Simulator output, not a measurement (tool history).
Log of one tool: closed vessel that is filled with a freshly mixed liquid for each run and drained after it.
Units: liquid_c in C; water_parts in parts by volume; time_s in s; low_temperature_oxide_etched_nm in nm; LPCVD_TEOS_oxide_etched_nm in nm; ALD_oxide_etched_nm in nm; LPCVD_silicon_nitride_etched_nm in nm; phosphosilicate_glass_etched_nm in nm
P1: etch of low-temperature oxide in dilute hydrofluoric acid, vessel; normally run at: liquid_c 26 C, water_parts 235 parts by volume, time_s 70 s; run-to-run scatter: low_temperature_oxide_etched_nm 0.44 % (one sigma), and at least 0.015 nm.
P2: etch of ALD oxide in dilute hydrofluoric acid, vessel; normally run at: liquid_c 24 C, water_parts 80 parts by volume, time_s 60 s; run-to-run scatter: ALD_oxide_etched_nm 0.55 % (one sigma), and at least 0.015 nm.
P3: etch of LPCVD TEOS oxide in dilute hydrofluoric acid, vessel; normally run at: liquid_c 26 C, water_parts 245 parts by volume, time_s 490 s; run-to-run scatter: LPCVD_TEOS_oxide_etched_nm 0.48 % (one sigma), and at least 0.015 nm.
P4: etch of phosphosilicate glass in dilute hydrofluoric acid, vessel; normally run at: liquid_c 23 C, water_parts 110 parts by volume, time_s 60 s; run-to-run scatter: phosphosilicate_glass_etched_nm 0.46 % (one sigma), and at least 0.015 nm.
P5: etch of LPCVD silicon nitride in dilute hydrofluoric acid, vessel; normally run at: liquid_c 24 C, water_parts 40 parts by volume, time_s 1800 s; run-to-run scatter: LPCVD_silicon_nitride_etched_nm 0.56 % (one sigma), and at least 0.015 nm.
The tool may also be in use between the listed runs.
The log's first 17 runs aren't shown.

| run | hour | process | liquid_c | water_parts | time_s | hours since the thermometer was replaced | hours since the hydrofluoric acid flow meter was replaced | low_temperature_oxide_etched_nm | LPCVD_TEOS_oxide_etched_nm | ALD_oxide_etched_nm | LPCVD_silicon_nitride_etched_nm | phosphosilicate_glass_etched_nm |
|---|---|---|---|---|---|---|---|---|---|---|---|---|
| 18 | 228.7 | P2 | 24 | 120 | 60 | 1961 | 544.7 |  |  | 10.732 |  |  |
| 19 | 240.7 | P4 | 23 | 150 | 60 | 1973 | 556.7 |  |  |  |  | 56.406 |
| 20 | 257.8 | P1 | 26 | 235 | 115 | 1990.1 | 573.8 | 10.522 |  |  |  |  |
| 21 | 273.1 | P3 | 26 | 245 | 490 | 2005.4 | 589.1 |  | 40.299 |  |  |  |
| 22 | 286.2 | P4 | 23 | 110 | 100 | 2018.5 | 602.2 |  |  |  |  | 135.55 |
| 23 | 297.8 | P2 | 24 | 80 | 60 | 2030.1 | 613.8 |  |  | 16.592 |  |  |
| 24 | 314.8 | P5 | 28 | 40 | 1800 | 2047.1 | 630.8 |  |  |  | 31.129 |  |
| 25 | 325.3 | P2 | 24 | 80 | 95 | 2057.6 | 641.3 |  |  | 26.624 |  |  |
| 26 | 332.9 | P1 | 30.5 | 235 | 70 | 2065.2 | 648.9 | 7.5076 |  |  |  |  |
| 27 | 346.8 | P1 | 17.5 | 235 | 70 | 2079.1 | 662.8 | 4.6453 |  |  |  |  |
| 28 | 354.5 | P2 | 28 | 80 | 60 | 2086.8 | 670.5 |  |  | 19.759 |  |  |
| 29 | 363.7 | P1 | 26 | 235 | 70 | 2096 | 679.7 | 6.3444 |  |  |  |  |
| 30 | 375.7 | P1 | 26 | 70 | 30 | 2108 | 691.7 | 11.184 |  |  |  |  |
| 31 | 385.7 | P1 | 26 | 235 | 70 | 2118 | 701.7 | 6.3779 |  |  |  |  |
| 32 | 393.4 | P5 | 24 | 40 | 2670 | 2125.7 | 709.4 |  |  |  | 35.454 |  |
| 33 | 405.1 | P4 | 23 | 110 | 60 | 2137.4 | 721.1 |  |  |  |  | 81.652 |
| 34 | 418.3 | P1 | 29.5 | 110 | 70 | 2150.6 | 734.3 | 17.972 |  |  |  |  |

Run 35 comes next. What will it give?
| 35 | 435.2 | P1 | 26 | 235 | 70 | 2167.5 | 751.2 | ? |  |  |  |  |

{"run 35": {"low_temperature_oxide_etched_nm": 6.3756}}

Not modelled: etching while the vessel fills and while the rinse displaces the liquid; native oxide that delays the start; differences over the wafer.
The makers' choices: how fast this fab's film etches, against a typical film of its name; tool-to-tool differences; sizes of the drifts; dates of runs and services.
